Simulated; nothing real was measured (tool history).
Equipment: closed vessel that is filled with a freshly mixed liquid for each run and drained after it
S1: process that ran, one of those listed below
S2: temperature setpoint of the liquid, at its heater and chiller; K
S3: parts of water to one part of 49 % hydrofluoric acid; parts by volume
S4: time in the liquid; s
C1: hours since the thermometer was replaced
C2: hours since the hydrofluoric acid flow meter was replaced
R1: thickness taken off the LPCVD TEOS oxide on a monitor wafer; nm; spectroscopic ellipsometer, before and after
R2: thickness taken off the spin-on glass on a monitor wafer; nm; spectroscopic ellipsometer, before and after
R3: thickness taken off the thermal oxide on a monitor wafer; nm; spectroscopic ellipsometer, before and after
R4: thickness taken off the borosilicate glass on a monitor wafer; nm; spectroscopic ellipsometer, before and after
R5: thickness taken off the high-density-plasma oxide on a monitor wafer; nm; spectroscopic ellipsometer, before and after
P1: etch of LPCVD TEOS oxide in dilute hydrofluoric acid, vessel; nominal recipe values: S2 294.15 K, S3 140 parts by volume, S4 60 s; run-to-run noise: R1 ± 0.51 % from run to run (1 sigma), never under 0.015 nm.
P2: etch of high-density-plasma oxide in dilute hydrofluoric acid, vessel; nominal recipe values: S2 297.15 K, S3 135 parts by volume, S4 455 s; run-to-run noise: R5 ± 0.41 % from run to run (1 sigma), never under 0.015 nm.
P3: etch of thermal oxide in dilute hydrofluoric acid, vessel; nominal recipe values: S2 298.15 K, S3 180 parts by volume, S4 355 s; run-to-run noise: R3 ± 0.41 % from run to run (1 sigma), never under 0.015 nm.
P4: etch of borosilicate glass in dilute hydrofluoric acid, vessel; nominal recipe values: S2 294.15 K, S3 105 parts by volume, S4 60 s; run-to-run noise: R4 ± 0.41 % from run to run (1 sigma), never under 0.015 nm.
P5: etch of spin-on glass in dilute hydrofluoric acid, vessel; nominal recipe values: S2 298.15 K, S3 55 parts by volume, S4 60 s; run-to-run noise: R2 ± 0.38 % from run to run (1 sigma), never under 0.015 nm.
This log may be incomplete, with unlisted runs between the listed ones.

run   hour  S1      S2   S3   S4     C1      C2       R1      R2       R3       R4      R5
  1    3.4  P1  294.15  140   60  467.8  1061.6  11.5830
  2    7.6  P1  290.15  140   60  472.0  1065.8   9.8382
  3   10.2  P1  294.15  140   60  474.6  1068.4  11.5890
  4   15.5  P5  298.15   55  115  479.9  1073.7           91.047
  5   19.9  P3  298.15  180  355  484.3  1078.1                    9.1982
  6   22.9  P4  290.15  105   60  487.3  1081.1                            13.6240
  7   25.8  P4  294.15  105   60  490.2  1084.0                            16.1290
  8   30.5  P5  305.65   55   60  494.9  1088.7           63.092
  9   34.6  P5  298.15   80   60  499.0  1092.8           31.520
 10   37.0  P4  294.15  105   30  501.4  1095.2                             8.0817
 11   40.0  P2  297.15  135  455  504.4  1098.2                                     29.259
 12   44.7  P3  298.15  180  535  509.1  1102.9                   13.8450
 13   48.0  P3  298.15  330  355  512.4  1106.2                    4.3167
 14   51.3  P1  300.65  140   60  515.7  1109.5  14.8490
 15   55.3  P3  304.15  180  355  519.7  1113.5                   11.4800
 16   60.5  P2  305.65  135  455  524.9  1118.7                                     39.869
 17   65.5  P2  297.15  135  455  529.9  1123.7                                     29.215
 18   69.8  P5  298.15   55   60  534.2  1128.0           47.191
 19   72.3  P3  298.15  180  355  536.7  1130.5                    9.2755
 20   75.9  P1  294.15  140   60  540.3  1134.1  11.5100
 21   78.2  P2  297.15   50  455  542.6  1136.4                                     87.546
 22   82.2  P1  294.15  140   30  546.6  1140.4   5.7724
 23   86.9  P1  294.15  140  100  551.3  1145.1  19.3390
 24   91.6  P1  299.65  140   30  556.0  1149.8   7.1753
 25   94.8  P1  301.65   70   60  559.2  1153.0  33.7810
 26   98.4  P1  294.15  235   60  562.8  1156.6   6.2619
 27  103.6  P1  290.15   85   60  568.0  1161.8  17.0760
 28  106.8  P4  294.15   55   60  571.2  1165.0                            32.6450
     107.4  -- thermometer replaced
 29  109.1  P1  294.15   40   60    1.8  1167.3  45.2230

For run 30, what comes out?
 30  112.9  P5  298.15  55  60  5.6  1171.1       ?

Run 30 measured R2 47.116 nm.

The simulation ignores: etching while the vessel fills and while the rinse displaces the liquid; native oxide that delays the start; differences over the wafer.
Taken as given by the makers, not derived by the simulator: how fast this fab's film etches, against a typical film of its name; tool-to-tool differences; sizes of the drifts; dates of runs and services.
